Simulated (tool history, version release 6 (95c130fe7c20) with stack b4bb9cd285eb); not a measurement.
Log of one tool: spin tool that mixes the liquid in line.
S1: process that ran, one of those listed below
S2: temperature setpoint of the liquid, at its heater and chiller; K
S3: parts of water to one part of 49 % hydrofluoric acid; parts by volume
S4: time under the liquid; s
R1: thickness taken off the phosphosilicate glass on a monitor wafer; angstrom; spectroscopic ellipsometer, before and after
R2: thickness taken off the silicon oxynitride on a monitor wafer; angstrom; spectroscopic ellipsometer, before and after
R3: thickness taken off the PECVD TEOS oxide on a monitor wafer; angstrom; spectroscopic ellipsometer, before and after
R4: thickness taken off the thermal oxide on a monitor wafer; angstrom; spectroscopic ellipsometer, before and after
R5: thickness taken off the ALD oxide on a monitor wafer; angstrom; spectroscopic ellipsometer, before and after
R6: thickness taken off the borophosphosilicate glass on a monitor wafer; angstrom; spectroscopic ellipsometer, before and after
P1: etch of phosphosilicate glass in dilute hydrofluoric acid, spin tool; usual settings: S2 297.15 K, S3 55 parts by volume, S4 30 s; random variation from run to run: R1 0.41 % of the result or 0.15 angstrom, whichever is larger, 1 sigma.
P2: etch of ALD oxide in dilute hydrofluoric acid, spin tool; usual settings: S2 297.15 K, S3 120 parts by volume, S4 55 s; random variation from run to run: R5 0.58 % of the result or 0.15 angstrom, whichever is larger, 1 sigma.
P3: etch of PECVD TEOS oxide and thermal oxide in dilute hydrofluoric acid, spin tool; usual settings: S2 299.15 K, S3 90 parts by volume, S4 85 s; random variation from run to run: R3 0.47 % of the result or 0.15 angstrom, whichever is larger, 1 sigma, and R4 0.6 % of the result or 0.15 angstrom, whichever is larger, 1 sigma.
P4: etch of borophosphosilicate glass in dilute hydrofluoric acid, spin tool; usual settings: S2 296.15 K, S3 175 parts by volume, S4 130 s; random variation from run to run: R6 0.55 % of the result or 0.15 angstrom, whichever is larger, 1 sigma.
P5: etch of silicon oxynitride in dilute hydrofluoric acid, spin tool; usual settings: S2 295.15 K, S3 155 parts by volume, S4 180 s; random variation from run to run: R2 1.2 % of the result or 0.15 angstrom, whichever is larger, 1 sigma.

run,day,S1,S2,S3,S4,R1,R2,R3,R4,R5,R6
1,0.383,P1,297.15,55,30,552.27,,,,,
2,0.788,P5,295.15,155,25,,3.7171,,,,
3,1.1,P3,299.15,90,15,,,24.054,8.903,,
4,1.504,P2,292.15,120,55,,,,,37.565,
5,1.892,P1,297.15,55,30,555.34,,,,,
6,2.371,P4,296.15,175,130,,,,,,489.48
7,2.758,P1,301.15,20,30,1898.8,,,,,
8,3.142,P1,290.65,55,30,422.7,,,,,
9,3.604,P4,296.15,175,200,,,,,,751.73
10,3.95,P2,297.15,120,115,,,,,96.709,
11,4.462,P1,303.65,55,60,1443.1,,,,,
12,4.854,P2,297.15,185,55,,,,,27.822,
13,5.242,P4,296.15,320,130,,,,,,230.04
14,5.667,P1,297.15,55,15,278.25,,,,,
15,6.104,P1,305.65,55,30,783.42,,,,,
16,6.604,P3,299.15,165,85,,,67.68,24.911,,
17,6.933,P2,297.15,120,55,,,,,46.075,
18,7.367,P1,297.15,100,30,287.83,,,,,
19,7.788,P1,297.15,20,30,1597.6,,,,,
20,8.25,P1,297.15,55,30,551.98,,,,,
21,8.554,P1,291.15,55,45,645.3,,,,,
# day 8.854: thermometer replaced
22,9.046,P3,299.15,90,85,,,135.78,50.523,,

Run 23 comes next. What will it give?
23,9.696,P3,291.15,90,85,,,?,?,,

{"run 23": {"R3": 98.663, "R4": 36.085}}
